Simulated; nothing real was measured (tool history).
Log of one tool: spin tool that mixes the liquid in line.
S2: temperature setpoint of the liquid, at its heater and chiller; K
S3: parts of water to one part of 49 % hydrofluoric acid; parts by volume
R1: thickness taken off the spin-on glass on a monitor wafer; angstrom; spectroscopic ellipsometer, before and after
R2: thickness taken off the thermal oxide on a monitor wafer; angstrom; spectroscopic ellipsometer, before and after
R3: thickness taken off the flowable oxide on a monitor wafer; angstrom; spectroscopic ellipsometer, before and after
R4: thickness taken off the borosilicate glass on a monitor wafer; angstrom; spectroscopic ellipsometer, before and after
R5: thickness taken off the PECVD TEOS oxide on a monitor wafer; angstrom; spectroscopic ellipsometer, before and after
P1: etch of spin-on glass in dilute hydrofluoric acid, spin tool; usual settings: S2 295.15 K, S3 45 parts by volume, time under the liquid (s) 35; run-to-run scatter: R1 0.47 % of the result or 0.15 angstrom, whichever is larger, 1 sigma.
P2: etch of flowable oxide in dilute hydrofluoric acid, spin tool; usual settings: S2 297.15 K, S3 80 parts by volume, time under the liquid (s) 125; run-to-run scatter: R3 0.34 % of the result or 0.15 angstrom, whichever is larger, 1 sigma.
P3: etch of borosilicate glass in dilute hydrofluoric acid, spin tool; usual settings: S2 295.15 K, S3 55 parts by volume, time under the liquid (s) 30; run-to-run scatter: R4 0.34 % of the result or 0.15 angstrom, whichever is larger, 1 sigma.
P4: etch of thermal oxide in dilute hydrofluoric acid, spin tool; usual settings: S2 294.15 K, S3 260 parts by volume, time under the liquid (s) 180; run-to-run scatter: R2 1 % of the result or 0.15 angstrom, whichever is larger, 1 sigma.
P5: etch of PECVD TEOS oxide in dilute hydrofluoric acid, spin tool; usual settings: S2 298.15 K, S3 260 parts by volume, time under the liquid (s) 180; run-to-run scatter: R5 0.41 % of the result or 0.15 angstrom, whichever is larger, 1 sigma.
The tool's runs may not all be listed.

Run 1, hour 9.3: process that ran P1, S2 295.15 K, S3 45 parts by volume, time under the liquid (s) 35. Result: R1 405.52 angstrom.
Run 2, hour 23.6: process that ran P4, S2 294.15 K, S3 260 parts by volume, time under the liquid (s) 180. Result: R2 25.584 angstrom.
Run 3, hour 40.6: process that ran P1, S2 290.15 K, S3 45 parts by volume, time under the liquid (s) 60. Result: R1 560.06 angstrom.
Run 4, hour 56.4: process that ran P2, S2 297.15 K, S3 80 parts by volume, time under the liquid (s) 125. Result: R3 542.11 angstrom.
Run 5, hour 66.9: process that ran P4, S2 294.15 K, S3 260 parts by volume, time under the liquid (s) 180. Result: R2 25.715 angstrom.
Run 6, hour 77.8: process that ran P1, S2 291.15 K, S3 45 parts by volume, time under the liquid (s) 35. Result: R1 342.26 angstrom.
Run 7, hour 90.1: process that ran P3, S2 295.15 K, S3 55 parts by volume, time under the liquid (s) 30. Result: R4 247.47 angstrom.
Run 8, hour 104.5: process that ran P2, S2 297.15 K, S3 80 parts by volume, time under the liquid (s) 240. Result: R3 1032.6 angstrom.
Run 9, hour 121.2: process that ran P4, S2 294.15 K, S3 260 parts by volume, time under the liquid (s) 15. Result: R2 2.0638 angstrom.
Run 10, hour 138.3: process that ran P1, S2 301.65 K, S3 45 parts by volume, time under the liquid (s) 35. Result: R1 532.5 angstrom.
Run 11, hour 156.9: process that ran P5, S2 298.15 K, S3 260 parts by volume, time under the liquid (s) 180. Result: R5 78.544 angstrom.
Run 12, hour 168.4: process that ran P1, S2 295.15 K, S3 30 parts by volume, time under the liquid (s) 35. Result: R1 624.46 angstrom.
Run 13, hour 180.6: process that ran P2, S2 305.15 K, S3 80 parts by volume, time under the liquid (s) 125. Result: R3 738.57 angstrom.
Run 14, hour 190.3: process that ran P1, S2 295.15 K, S3 45 parts by volume, time under the liquid (s) 15. Result: R1 174.26 angstrom.
Run 15, hour 205: process that ran P1, S2 295.15 K, S3 45 parts by volume, time under the liquid (s) 35. Result: R1 404.15 angstrom.
Run 16, hour 216.4: process that ran P5, S2 305.65 K, S3 260 parts by volume, time under the liquid (s) 180. Result: R5 101.38 angstrom.
Run 17, hour 234.1: process that ran P1, S2 295.15 K, S3 45 parts by volume, time under the liquid (s) 35. Result: R1 407.31 angstrom.
Run 18, hour 250.3: process that ran P1, S2 295.15 K, S3 45 parts by volume, time under the liquid (s) 35. Result: R1 409.47 angstrom.
Run 19, hour 261.5: process that ran P2, S2 297.15 K, S3 80 parts by volume, time under the liquid (s) 125. Result: R3 538.85 angstrom.
Run 20, hour 278.5: process that ran P1, S2 295.15 K, S3 45 parts by volume, time under the liquid (s) 35. Result: R1 406.27 angstrom.
Run 21, hour 291.1: process that ran P1, S2 295.15 K, S3 60 parts by volume, time under the liquid (s) 35. Result: R1 302.56 angstrom.
Run 22, hour 303: process that ran P1, S2 295.15 K, S3 45 parts by volume, time under the liquid (s) 65. Result: R1 758.07 angstrom.
Run 23, hour 317.3: process that ran P1, S2 295.15 K, S3 45 parts by volume, time under the liquid (s) 35. Result: R1 404.77 angstrom.
Run 24, hour 336: process that ran P3, S2 295.15 K, S3 55 parts by volume, time under the liquid (s) 15. Result: R4 124.18 angstrom.
Run 25, hour 351.9: process that ran P3, S2 290.15 K, S3 55 parts by volume, time under the liquid (s) 30. Result: R4 199.57 angstrom.
Run 26, hour 364.8: process that ran P1, S2 295.15 K, S3 30 parts by volume, time under the liquid (s) 15. Result: R1 265.97 angstrom.
Run 27, hour 380.7: process that ran P4, S2 294.15 K, S3 60 parts by volume, time under the liquid (s) 180. Result: R2 135.77 angstrom.
Run 28, hour 397.6: process that ran P2, S2 297.15 K, S3 20 parts by volume, time under the liquid (s) 125. Result: R3 2337 angstrom.
Run 29, hour 413.7: process that ran P1, S2 295.15 K, S3 30 parts by volume, time under the liquid (s) 50. Result: R1 887.02 angstrom.
Run 30, hour 425.6: process that ran P3, S2 295.15 K, S3 20 parts by volume, time under the liquid (s) 30. Result: R4 708.91 angstrom.
Run 31, hour 443.6: process that ran P5, S2 298.15 K, S3 260 parts by volume, time under the liquid (s) 60. Result: R5 26.313 angstrom.
Run 32, hour 460.9: process that ran P4, S2 301.65 K, S3 260 parts by volume, time under the liquid (s) 180. Result: R2 33.54 angstrom.
Run 33, hour 470.1: process that ran P5, S2 298.15 K, S3 410 parts by volume, time under the liquid (s) 180. Result: R5 43.279 angstrom.
Run 34, hour 487.6: process that ran P1, S2 295.15 K, S3 45 parts by volume, time under the liquid (s) 35. Result: R1 404.46 angstrom.
Run 35, hour 496.7: process that ran P1, S2 295.15 K, S3 45 parts by volume, time under the liquid (s) 35. Result: R1 415.78 angstrom.
Run 36, hour 515.2: process that ran P1, S2 295.15 K, S3 45 parts by volume, time under the liquid (s) 35. Result: R1 431.67 angstrom.
Run 37, hour 527.6: process that ran P1, S2 295.15 K, S3 45 parts by volume, time under the liquid (s) 35. Result: R1 432.09 angstrom.
Run 38, hour 541.2: process that ran P1, S2 295.15 K, S3 45 parts by volume, time under the liquid (s) 35. Result: R1 440.16 angstrom.
Run 39, hour 556.6: process that ran P1, S2 295.15 K, S3 45 parts by volume, time under the liquid (s) 35. Result: R1 437.66 angstrom.

Forecast run 40:
Run 40, hour 568: process that ran P1, S2 295.15 K, S3 45 parts by volume, time under the liquid (s) 35. Result: R1 ?.

Run 40 gave R1 437.42 angstrom.
